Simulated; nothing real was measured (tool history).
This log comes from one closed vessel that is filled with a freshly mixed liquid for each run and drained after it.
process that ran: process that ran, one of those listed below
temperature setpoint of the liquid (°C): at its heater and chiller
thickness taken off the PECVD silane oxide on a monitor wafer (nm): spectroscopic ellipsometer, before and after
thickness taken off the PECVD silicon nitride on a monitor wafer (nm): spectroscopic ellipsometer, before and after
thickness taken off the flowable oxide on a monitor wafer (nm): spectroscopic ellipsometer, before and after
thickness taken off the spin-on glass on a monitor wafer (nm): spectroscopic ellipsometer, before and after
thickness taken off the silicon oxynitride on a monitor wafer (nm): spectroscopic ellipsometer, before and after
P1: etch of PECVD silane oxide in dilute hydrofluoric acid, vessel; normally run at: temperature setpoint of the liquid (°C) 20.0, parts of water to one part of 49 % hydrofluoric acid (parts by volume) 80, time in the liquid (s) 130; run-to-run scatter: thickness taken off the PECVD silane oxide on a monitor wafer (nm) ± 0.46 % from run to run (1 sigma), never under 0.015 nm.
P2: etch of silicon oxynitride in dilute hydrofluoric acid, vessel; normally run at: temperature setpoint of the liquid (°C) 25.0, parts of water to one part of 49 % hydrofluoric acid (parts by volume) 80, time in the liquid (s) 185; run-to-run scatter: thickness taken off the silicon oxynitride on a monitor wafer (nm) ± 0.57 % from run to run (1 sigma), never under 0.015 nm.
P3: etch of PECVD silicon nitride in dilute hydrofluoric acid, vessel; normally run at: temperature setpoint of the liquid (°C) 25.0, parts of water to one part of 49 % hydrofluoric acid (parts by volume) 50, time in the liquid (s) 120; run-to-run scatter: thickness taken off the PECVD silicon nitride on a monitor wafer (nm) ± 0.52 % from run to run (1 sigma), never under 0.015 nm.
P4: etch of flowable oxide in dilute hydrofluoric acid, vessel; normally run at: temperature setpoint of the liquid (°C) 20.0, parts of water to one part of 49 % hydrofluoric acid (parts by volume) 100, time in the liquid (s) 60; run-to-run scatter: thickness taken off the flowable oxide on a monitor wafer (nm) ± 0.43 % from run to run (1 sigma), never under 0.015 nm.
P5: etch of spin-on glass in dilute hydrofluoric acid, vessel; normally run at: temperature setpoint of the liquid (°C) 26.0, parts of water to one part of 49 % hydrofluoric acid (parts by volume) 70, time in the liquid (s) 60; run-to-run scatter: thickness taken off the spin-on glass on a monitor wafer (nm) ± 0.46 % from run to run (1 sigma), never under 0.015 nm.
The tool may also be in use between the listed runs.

run	hour	process that ran	temperature setpoint of the liquid (°C)	parts of water to one part of 49 % hydrofluoric acid (parts by volume)	time in the liquid (s)	hours since the thermometer was replaced	hours since the hydrofluoric acid flow meter was replaced	thickness taken off the PECVD silane oxide on a monitor wafer (nm)	thickness taken off the PECVD silicon nitride on a monitor wafer (nm)	thickness taken off the flowable oxide on a monitor wafer (nm)	thickness taken off the spin-on glass on a monitor wafer (nm)	thickness taken off the silicon oxynitride on a monitor wafer (nm)
1	2.9	P1	20.0	80	130	1439.0	1579.0	56.141				
2	7.8	P1	20.0	80	130	1443.9	1583.9	56.014				
3	11.1	P3	25.0	50	120	1447.2	1587.2		6.7784			
4	14.4	P4	20.0	100	30	1450.5	1590.5			8.0613		
5	19.1	P1	20.0	80	130	1455.2	1595.2	56.953				
6	22.1	P3	25.0	50	55	1458.2	1598.2		3.0972			
7	25.1	P5	26.0	110	60	1461.2	1601.2				28.610	
8	29.6	P4	20.0	60	60	1465.7	1605.7			28.0980		
9	33.4	P4	20.0	100	60	1469.5	1609.5			16.0620		
10	39.2	P1	20.0	80	130	1475.3	1615.3	56.253				
11	45.1	P2	25.0	80	185	1481.2	1621.2					10.844
12	49.8	P1	20.0	30	130	1485.9	1625.9	159.600				
13	55.8	P5	26.0	70	90	1491.9	1631.9				71.128	
14	60.1	P1	20.0	80	195	1496.2	1636.2	83.853				
15	65.6	P1	20.0	80	130	1501.7	1641.7	56.206				
16	71.0	P1	20.0	80	130	1507.1	1647.1	56.153				
17	76.2	P1	27.0	125	130	1512.3	1652.3	45.460				
18	81.6	P5	26.0	70	60	1517.7	1657.7				47.677	
19	85.7	P1	20.0	80	130	1521.8	1661.8	56.330				
20	90.1	P1	20.0	115	130	1526.2	1666.2	37.693				
21	95.9	P5	18.5	70	60	1532.0	1672.0				34.877	
22	100.5	P2	25.0	80	265	1536.6	1676.6					15.644
23	104.3	P3	17.0	50	120	1540.4	1680.4		3.9099			
24	108.8	P2	25.0	25	185	1544.9	1684.9					36.458
25	115.0	P4	17.0	100	60	1551.1	1691.1			14.1980		
26	120.0	P4	20.0	100	60	1556.1	1696.1			16.0040		
27	123.7	P3	25.0	20	120	1559.8	1699.8		16.3290			
28	128.6	P1	17.0	80	130	1564.7	1704.7	49.445				
29	134.4	P2	30.5	80	185	1570.5	1710.5					14.087
30	138.1	P1	25.5	80	130	1574.2	1714.2	70.154				
31	144.2	P1	20.0	80	30	1580.3	1720.3	13.060				
32	150.6	P3	25.0	50	120	1586.7	1726.7		6.7526			
33	154.9	P1	20.0	80	130	1591.0	1731.0	55.997				
34	159.3	P1	20.0	80	130	1595.4	1735.4	58.367				
35	165.5	P1	20.0	80	130	1601.6	1741.6	59.835				
36	170.7	P1	20.0	80	130	1606.8	1746.8	60.589				
37	177.0	P1	20.0	80	130	1613.1	1753.1	60.650				
38	180.7	P1	20.0	80	130	1616.8	1756.8	60.677				
39	185.2	P1	20.0	80	130	1621.3	1761.3	60.582				

The output of P1 has drifted from where it used to be. Each of the 2 causes below, taken at the size shown beside it, accounts for the log equally well:
A: hydrofluoric acid flow above the setpoint (%) = 7.65
B: liquid hotter than its thermometer reads (K) = 1.95
The process output started creeping at around hour 154.9.

Each of the 4 check runs below uses one wafer; its results are left as question marks. Which run tells the causes apart?
check 1	189.7	P3	25.0	50	120				?			
check 2	189.7	P4	20.0	100	60					?		
check 3	189.7	P5	26.0	70	60						?	
check 4	189.7	P2	25.0	80	185							?

How each check would come out, cause by cause:
check	result	if A	if B
check 1	thickness taken off the PECVD silicon nitride on a monitor wafer (nm)	7.2814	7.7118
check 2	thickness taken off the flowable oxide on a monitor wafer (nm)	17.3960	17.3550
check 3	thickness taken off the spin-on glass on a monitor wafer (nm)	51.220	51.050
check 4	thickness taken off the silicon oxynitride on a monitor wafer (nm)	11.779	11.934
How far apart the two closest causes lie, in the result that separates them most: check 1 5.74 %; check 2 0.23 %; check 3 0.33 %; check 4 1.3 %
Of the check runs offered, only check 1 discriminates between the causes; the rest would read about the same regardless of which cause applies.

With check 1 done, the readings were: thickness taken off the PECVD silicon nitride on a monitor wafer (nm) 7.7243. Identify which of the listed causes applies.

B is the cause: liquid hotter than its thermometer reads (K).
